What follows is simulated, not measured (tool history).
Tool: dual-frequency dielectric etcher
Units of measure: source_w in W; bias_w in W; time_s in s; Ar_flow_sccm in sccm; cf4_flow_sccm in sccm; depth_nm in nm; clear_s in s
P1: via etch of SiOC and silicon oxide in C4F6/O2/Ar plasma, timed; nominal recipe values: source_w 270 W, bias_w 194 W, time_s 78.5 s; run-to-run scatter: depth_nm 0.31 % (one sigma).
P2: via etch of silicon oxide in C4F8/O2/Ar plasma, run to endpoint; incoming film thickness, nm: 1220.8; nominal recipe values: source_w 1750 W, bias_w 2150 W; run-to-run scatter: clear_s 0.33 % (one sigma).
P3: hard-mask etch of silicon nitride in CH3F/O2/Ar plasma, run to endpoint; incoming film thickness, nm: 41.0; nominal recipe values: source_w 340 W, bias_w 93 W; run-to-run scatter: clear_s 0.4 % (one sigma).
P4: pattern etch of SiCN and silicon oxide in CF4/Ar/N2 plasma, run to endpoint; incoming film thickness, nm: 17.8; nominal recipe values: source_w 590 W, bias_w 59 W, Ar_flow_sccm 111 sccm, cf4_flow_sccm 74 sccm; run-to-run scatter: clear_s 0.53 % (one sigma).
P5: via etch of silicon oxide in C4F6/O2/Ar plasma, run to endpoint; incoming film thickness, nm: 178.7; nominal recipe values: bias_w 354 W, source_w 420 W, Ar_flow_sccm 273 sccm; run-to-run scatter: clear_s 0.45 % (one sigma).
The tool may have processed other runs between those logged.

run,hour,process,source_w,bias_w,time_s,Ar_flow_sccm,cf4_flow_sccm,depth_nm,clear_s
1,6.6,P1,270,194,78.5,,,80.019,
2,13.6,P4,590,43,,111,74,,19.333
3,21.0,P3,340,129,,,,,50.011
4,26.3,P5,420,354,,273,,,42.911
5,31.9,P4,590,59,,111,74,,17.536
6,37.8,P4,740,59,,111,74,,14.241
7,42.9,P1,270,194,78.5,,,79.746,
8,48.4,P2,1750,2758,,,,,229.250
9,52.5,P5,420,255,,273,,,47.521
10,58.5,P1,270,249,96.5,,,107.460,
11,62.8,P1,270,194,78.5,,,80.490,
12,70.6,P5,420,354,,273,,,42.642
13,76.5,P4,590,59,,66,74,,16.273
14,83.6,P1,270,148,46.5,,,43.134,
15,89.1,P1,270,120,78.5,,,68.726,
16,95.3,P5,280,354,,273,,,49.743
17,103.2,P1,270,194,53.5,,,54.551,
18,109.0,P1,270,194,78.5,,,80.154,
19,113.7,P5,420,354,,354,,,43.859
20,118.0,P1,270,264,78.5,,,88.696,
21,124.8,P3,230,93,,,,,65.612
22,128.9,P4,590,59,,111,100,,16.596
23,133.1,P1,270,194,78.5,,,80.011,
24,138.2,P1,220,194,56.0,,,52.947,
25,143.3,P3,340,93,,,,,56.988
26,147.8,P2,2170,2150,,,,,227.010
27,152.2,P1,270,194,95.5,,,96.878,
28,157.6,P1,190,194,78.5,,,69.441,
29,165.4,P1,320,194,78.5,,,85.420,
30,172.6,P2,1750,2150,,,,,247.140
31,180.6,P1,270,194,78.5,,,79.761,
32,185.1,P1,270,194,78.5,,,80.512,
33,191.9,P1,270,194,78.5,,,80.904,
34,199.0,P1,270,194,78.5,,,81.031,
# hour 204.8: wet clean of the chamber
35,204.9,P1,270,194,78.5,,,81.243,
36,213.1,P1,270,194,78.5,,,81.161,
37,219.2,P1,270,194,78.5,,,81.720,

Compared with where it was, what P1 gives has crept away. Each cause listed below fits the log as well as the rest, at the size given for it:
A: bias power that arrives over what is set, % = 4.65
B: source power that arrives over what is set, % = 4.09
The creep began at about hour 180.6.
Other possible causes, and why each is ruled out:
chamber walls in a state that raises the etch rate, %: its service at hour 204.8 followed the start of the drift and did not put the process back to its old value

You are offered 4 check runs, listed below with question marks in place of their results; each one averages 3 wafers. Which run separates the listed causes by giving clearly different results for each?
check 1,225.3,P5,290,354,,324,,,?
check 2,225.3,P3,340,128,,,,,?
check 3,225.3,P4,590,59,,85,74,,?
check 4,225.3,P2,2120,2150,,,,,?

If the cause were each of the candidates in turn, the checks would give the following:
check,result,if A,if B
check 1,clear_s,49.201,49.276
check 2,clear_s,49.519,49.664
check 3,clear_s,16.604,16.244
check 4,clear_s,226.370,225.750
Gap, in per cent, between the two causes that each check separates least, read from the result that separates them most: check 1 0.15 %; check 2 0.29 %; check 3 2.19 %; check 4 0.28 %
Only check 3 tells the causes apart: in the others they would give nearly the same result.

Running check 3 produced the following: clear_s 16.182 s. Which one of the listed causes fits?

The cause is B: source power that arrives over what is set, %.

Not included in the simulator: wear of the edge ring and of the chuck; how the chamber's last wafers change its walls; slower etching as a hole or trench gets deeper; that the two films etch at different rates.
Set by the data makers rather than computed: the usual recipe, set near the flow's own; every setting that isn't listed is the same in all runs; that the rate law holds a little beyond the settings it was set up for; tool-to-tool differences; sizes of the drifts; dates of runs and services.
